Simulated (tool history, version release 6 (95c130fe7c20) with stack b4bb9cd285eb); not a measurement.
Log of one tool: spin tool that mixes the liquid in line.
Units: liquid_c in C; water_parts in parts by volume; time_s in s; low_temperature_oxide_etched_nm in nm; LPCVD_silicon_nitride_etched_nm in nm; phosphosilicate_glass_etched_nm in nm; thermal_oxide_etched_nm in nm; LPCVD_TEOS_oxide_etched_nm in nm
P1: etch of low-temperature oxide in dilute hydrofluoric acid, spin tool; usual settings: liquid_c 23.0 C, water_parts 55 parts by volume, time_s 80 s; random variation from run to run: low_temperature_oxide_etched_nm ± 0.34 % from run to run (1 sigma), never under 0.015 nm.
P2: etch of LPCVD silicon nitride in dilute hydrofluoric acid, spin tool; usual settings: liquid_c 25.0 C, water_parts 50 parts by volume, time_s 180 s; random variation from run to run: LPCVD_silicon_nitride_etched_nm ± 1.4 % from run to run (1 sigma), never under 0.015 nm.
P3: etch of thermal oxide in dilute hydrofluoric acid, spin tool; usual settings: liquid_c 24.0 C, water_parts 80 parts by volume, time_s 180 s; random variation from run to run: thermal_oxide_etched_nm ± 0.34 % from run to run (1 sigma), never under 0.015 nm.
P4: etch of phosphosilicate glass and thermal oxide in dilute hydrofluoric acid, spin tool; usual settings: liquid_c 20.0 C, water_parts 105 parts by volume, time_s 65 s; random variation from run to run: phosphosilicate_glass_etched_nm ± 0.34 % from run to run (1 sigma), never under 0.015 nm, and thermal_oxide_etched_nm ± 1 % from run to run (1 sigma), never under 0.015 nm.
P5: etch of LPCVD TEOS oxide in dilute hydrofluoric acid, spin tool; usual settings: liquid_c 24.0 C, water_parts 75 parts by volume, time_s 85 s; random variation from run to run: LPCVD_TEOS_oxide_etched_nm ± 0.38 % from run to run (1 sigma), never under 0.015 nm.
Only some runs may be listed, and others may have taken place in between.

| run | hour | process | liquid_c | water_parts | time_s | hours since the thermometer was replaced | hours since the hydrofluoric acid flow meter was replaced | low_temperature_oxide_etched_nm | LPCVD_silicon_nitride_etched_nm | phosphosilicate_glass_etched_nm | thermal_oxide_etched_nm | LPCVD_TEOS_oxide_etched_nm |
|---|---|---|---|---|---|---|---|---|---|---|---|---|
| 1 | 4.6 | P1 | 23.0 | 55 | 80 | 556.7 | 1621.7 | 26.2010 |  |  |  |  |
| 2 | 10.3 | P2 | 25.0 | 20 | 180 | 562.4 | 1627.4 |  | 4.6501 |  |  |  |
| 3 | 15.1 | P1 | 23.0 | 55 | 80 | 567.2 | 1632.2 | 26.4250 |  |  |  |  |
| 4 | 24.5 | P1 | 23.0 | 55 | 125 | 576.6 | 1641.6 | 41.0590 |  |  |  |  |
| 5 | 33.9 | P1 | 23.0 | 20 | 80 | 586.0 | 1651.0 | 75.8540 |  |  |  |  |
| 6 | 43.5 | P1 | 23.0 | 55 | 80 | 595.6 | 1660.6 | 26.4250 |  |  |  |  |
| 7 | 52.2 | P4 | 20.0 | 105 | 65 | 604.3 | 1669.3 |  |  | 40.1070 | 2.53190 |  |
| 8 | 56.6 | P5 | 27.5 | 75 | 85 | 608.7 | 1673.7 |  |  |  |  | 22.012 |
| 9 | 61.9 | P5 | 24.0 | 75 | 50 | 614.0 | 1679.0 |  |  |  |  | 11.202 |
| 10 | 66.6 | P5 | 24.0 | 75 | 85 | 618.7 | 1683.7 |  |  |  |  | 19.065 |
| 11 | 73.8 | P2 | 21.0 | 50 | 180 | 625.9 | 1690.9 |  | 1.4707 |  |  |  |
| 12 | 78.3 | P2 | 25.0 | 50 | 180 | 630.4 | 1695.4 |  | 1.9190 |  |  |  |
| 13 | 84.7 | P1 | 27.5 | 55 | 80 | 636.8 | 1701.8 | 31.5550 |  |  |  |  |
| 14 | 92.9 | P3 | 24.0 | 80 | 180 | 645.0 | 1710.0 |  |  |  | 10.84800 |  |
| 15 | 99.6 | P1 | 23.0 | 90 | 80 | 651.7 | 1716.7 | 15.3690 |  |  |  |  |
| 16 | 106.4 | P3 | 24.0 | 80 | 180 | 658.5 | 1723.5 |  |  |  | 10.84300 |  |
| 17 | 115.8 | P4 | 20.0 | 105 | 65 | 667.9 | 1732.9 |  |  | 40.1090 | 2.54300 |  |
| 18 | 123.5 | P4 | 20.0 | 105 | 15 | 675.6 | 1740.6 |  |  | 9.2512 | 0.60093 |  |
| 19 | 130.1 | P1 | 23.0 | 55 | 80 | 682.2 | 1747.2 | 26.3310 |  |  |  |  |
| 20 | 134.9 | P1 | 23.0 | 55 | 15 | 687.0 | 1752.0 | 4.9414 |  |  |  |  |
| 21 | 142.9 | P5 | 24.0 | 75 | 85 | 695.0 | 1760.0 |  |  |  |  | 19.035 |
| 22 | 149.1 | P3 | 17.5 | 80 | 180 | 701.2 | 1766.2 |  |  |  | 8.30840 |  |

For run 23, what comes out?
| 23 | 157.7 | P1 | 17.0 | 55 | 80 | 709.8 | 1774.8 | ? |  |  |  |  |

{"run 23": {"low_temperature_oxide_etched_nm": 20.399}}
